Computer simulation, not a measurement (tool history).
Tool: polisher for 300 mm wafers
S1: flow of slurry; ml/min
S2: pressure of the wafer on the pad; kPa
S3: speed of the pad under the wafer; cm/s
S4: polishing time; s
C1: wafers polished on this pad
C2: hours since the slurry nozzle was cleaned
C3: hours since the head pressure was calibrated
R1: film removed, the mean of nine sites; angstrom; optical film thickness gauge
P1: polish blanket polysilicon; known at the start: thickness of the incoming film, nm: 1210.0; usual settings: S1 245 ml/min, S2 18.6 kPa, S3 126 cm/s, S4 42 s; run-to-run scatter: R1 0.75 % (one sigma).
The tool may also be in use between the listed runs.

Run 1, hour 10.7: S1 245 ml/min, S2 18.6 kPa, S3 126 cm/s, S4 42 s; C1 495; C2 101.3; C3 241.1. Result: R1 4257.1 angstrom.
Run 2, hour 19.9: S1 245 ml/min, S2 18.6 kPa, S3 126 cm/s, S4 42 s; C1 599; C2 110.5; C3 250.3. Result: R1 4219.4 angstrom.
Run 3, hour 32.9: S1 245 ml/min, S2 18.6 kPa, S3 62 cm/s, S4 42 s; C1 745; C2 123.5; C3 263.3. Result: R1 2090.2 angstrom.
Run 4, hour 46.6: S1 245 ml/min, S2 28.3 kPa, S3 126 cm/s, S4 42 s; C1 900; C2 137.2; C3 277.0. Result: R1 6552.2 angstrom.
Run 5, hour 55.2: S1 245 ml/min, S2 18.6 kPa, S3 126 cm/s, S4 42 s; C1 997; C2 145.8; C3 285.6. Result: R1 4284.8 angstrom.
Run 6, hour 63.9: S1 245 ml/min, S2 13.8 kPa, S3 126 cm/s, S4 42 s; C1 1095; C2 154.5; C3 294.3. Result: R1 3147.5 angstrom.
At hour 76.2: slurry nozzle cleaned.
Run 7, hour 77.6: S1 165 ml/min, S2 10.3 kPa, S3 126 cm/s, S4 42 s; C1 1249; C2 1.4; C3 308.0. Result: R1 2240.9 angstrom.
Run 8, hour 84.9: S1 245 ml/min, S2 18.6 kPa, S3 126 cm/s, S4 59 s; C1 1331; C2 8.7; C3 315.3. Result: R1 6088.0 angstrom.
Run 9, hour 93.9: S1 245 ml/min, S2 18.6 kPa, S3 126 cm/s, S4 42 s; C1 1433; C2 17.7; C3 324.3. Result: R1 4273.0 angstrom.
Run 10, hour 109.0: S1 245 ml/min, S2 18.6 kPa, S3 126 cm/s, S4 25 s; C1 1603; C2 32.8; C3 339.4. Result: R1 2530.1 angstrom.
Run 11, hour 123.0: S1 145 ml/min, S2 18.6 kPa, S3 126 cm/s, S4 42 s; C1 1761; C2 46.8; C3 353.4. Result: R1 4020.2 angstrom.
Run 12, hour 134.0: S1 245 ml/min, S2 18.6 kPa, S3 192 cm/s, S4 42 s; C1 1885; C2 57.8; C3 364.4. Result: R1 6533.7 angstrom.
Run 13, hour 143.7: S1 335 ml/min, S2 18.6 kPa, S3 126 cm/s, S4 42 s; C1 1994; C2 67.5; C3 374.1. Result: R1 4424.2 angstrom.

Forecast run 14:
Run 14, hour 156.4: S1 245 ml/min, S2 18.6 kPa, S3 126 cm/s, S4 42 s; C1 2137; C2 80.2; C3 386.8. Result: R1 ?.

{"run 14": {"R1": 4261.8}}
